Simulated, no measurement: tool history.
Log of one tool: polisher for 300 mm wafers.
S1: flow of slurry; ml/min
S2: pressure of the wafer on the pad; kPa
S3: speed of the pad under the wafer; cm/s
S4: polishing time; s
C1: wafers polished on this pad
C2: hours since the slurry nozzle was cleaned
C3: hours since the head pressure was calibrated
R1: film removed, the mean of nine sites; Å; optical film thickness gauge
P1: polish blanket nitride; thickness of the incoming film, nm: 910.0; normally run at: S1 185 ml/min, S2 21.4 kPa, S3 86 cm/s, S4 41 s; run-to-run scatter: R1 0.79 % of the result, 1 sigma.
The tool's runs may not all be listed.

run,hour,S1,S2,S3,S4,C1,C2,C3,R1
1,5.1,185,21.4,86,41,196,155.1,153.0,571.94
2,9.9,185,21.4,86,41,227,159.9,157.8,572.46
3,14.4,185,21.4,86,62,256,164.4,162.3,862.71
4,19.3,285,21.4,86,41,288,169.3,167.2,595.95
5,26.4,185,21.4,38,41,334,176.4,174.3,294.81
6,30.3,110,21.4,86,41,359,180.3,178.2,519.83
7,38.1,185,29.6,86,41,409,188.1,186.0,792.41
8,43.5,185,10.3,86,41,444,193.5,191.4,276.49
9,47.3,185,21.4,86,41,469,197.3,195.2,574.47
10,50.8,185,21.4,86,21,491,200.8,198.7,291.57
11,56.9,185,21.4,86,41,531,206.9,204.8,565.19
12,61.3,185,11.7,60,41,559,211.3,209.2,234.89
13,65.9,185,21.4,128,41,589,215.9,213.8,788.15
14,69.6,185,21.4,86,41,613,219.6,217.5,572.26
15,74.1,185,21.4,86,41,642,224.1,222.0,560.71

Forecast run 16:
16,78.3,185,21.4,86,41,669,228.3,226.2,?

Run 16 gave R1 548.10 Å.

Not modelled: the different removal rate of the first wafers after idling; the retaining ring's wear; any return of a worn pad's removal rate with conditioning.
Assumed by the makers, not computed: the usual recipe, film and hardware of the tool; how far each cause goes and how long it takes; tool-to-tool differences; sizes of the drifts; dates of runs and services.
